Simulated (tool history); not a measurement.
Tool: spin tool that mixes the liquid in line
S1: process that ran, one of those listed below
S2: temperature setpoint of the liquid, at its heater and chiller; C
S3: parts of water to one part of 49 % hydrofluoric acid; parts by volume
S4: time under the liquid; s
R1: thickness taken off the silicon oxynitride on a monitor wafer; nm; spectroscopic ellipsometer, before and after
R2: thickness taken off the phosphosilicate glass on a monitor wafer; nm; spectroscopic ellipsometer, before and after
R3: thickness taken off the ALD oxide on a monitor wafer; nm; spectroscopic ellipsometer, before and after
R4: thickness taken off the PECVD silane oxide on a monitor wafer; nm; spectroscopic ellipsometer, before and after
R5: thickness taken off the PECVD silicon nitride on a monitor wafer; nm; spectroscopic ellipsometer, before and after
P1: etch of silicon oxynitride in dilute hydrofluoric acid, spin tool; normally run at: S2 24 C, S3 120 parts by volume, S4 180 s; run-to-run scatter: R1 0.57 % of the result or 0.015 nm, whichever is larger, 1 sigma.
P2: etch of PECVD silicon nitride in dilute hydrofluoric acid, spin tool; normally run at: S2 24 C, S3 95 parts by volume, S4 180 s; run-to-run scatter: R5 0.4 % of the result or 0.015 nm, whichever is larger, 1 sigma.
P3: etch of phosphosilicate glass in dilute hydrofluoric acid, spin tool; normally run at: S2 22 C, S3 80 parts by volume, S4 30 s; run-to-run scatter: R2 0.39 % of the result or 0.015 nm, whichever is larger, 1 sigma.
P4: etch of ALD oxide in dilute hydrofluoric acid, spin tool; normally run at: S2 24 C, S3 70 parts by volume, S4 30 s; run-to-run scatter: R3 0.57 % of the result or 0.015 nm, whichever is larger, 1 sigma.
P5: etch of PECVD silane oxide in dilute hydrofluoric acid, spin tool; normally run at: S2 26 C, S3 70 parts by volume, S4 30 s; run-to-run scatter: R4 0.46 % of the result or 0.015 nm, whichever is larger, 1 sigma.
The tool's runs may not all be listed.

run   hour  S1    S2   S3   S4       R1      R2      R3      R4      R5
  1    7.9  P1    24  120  180   5.9728
  2   15.9  P3    22   20   30            107.2
  3   23.3  P1    24  185  180   3.6221
  4   28.5  P1    24  120  345   11.245
  5   38.4  P4    24   70   30                   14.251
  6   43.7  P5    26   20   30                           75.855
      49.1  -- hydrofluoric acid flow meter replaced
  7   53.1  P1    24  120  180   5.9487
  8   61.1  P1    24  120   15  0.50529
  9   68.1  P2    24   95  100                                   2.8346
 10   74.3  P1    24  120  180   5.9394
 11     82  P2  19.5   95  180                                   3.7651
 12   86.9  P4    24   70   30                   14.148
 13   96.1  P1    17  120  180   4.2323
 14  102.8  P4    24   70   15                   7.0538
 15  107.8  P4    17   70   30                   10.616
 16  117.3  P1    24  120  180   5.9199
 17    122  P2    24   95  180                                   5.1254
 18  127.6  P1  30.5  120  180   7.9734
 19    136  P5  18.5   70   30                           14.703
 20    144  P5    26   70   15                           10.018
 21    152  P1    24  120  180   5.8824
 22  157.8  P1    24  120  180    5.857
 23  163.4  P2    24   95  180                                   5.1294
 24  168.7  P2    24  135  180                                   3.6185
 25  174.5  P4    24  125   30                   7.4607
 26  184.6  P1    24  195   15   0.2637
 27  190.6  P1    24   45  180   16.807
 28  199.1  P5    26   70   30                           20.162
 29  205.7  P3    22   80   15           12.411
 30  214.4  P3    17   80   30           20.088
 31  220.4  P3    22   80   30            25.03
 32  225.8  P1    24  120  180   5.9034
 33  230.3  P1    24  120  180   5.7697
 34  236.7  P1    24  120  180   5.5873
 35  246.4  P1    24  120  180   5.4173
 36  255.7  P1    24  120  180   5.3986
 37  264.2  P1    24  120  180   5.2677
 38  273.5  P1    24  120  180   5.3766
 39  278.8  P1    24  120  180   5.3311
 40  286.7  P1    24  120  180   5.3386
 41    293  P1    24  120  180   5.2653

What P1 gives has crept away from where it was. These 2 causes fit the log equally well, each at the size given:
A: hydrofluoric acid flow below the setpoint (%) = 9.87
B: liquid colder than its thermometer reads (K) = 2.43
The creep began at about hour 225.8.

4 check runs are offered, one wafer each, their results left as question marks. Which one tells the causes apart?
check 1  299.3  P5    22  70   15               ?
check 2  299.3  P2  20.5  95  180                   ?
check 3  299.3  P4  17.5  70   15           ?
check 4  299.3  P3    22  30   15       ?

What each check would give under each cause:
  check  result    if A    if B
check 1      R4   7.642  7.7357
check 2      R5  3.6533  3.4228
check 3      R3  4.8107  4.8463
check 4      R2  31.617  31.748
How far apart the two closest causes lie, in the result that separates them most: check 1 1.22 %; check 2 6.52 %; check 3 0.74 %; check 4 0.41 %
Check 2 tells the causes apart: in the others they would give nearly the same result.

Check 2 was then run and gave: R5 3.4281 nm. Which cause is it?

It is B: liquid colder than its thermometer reads (K).
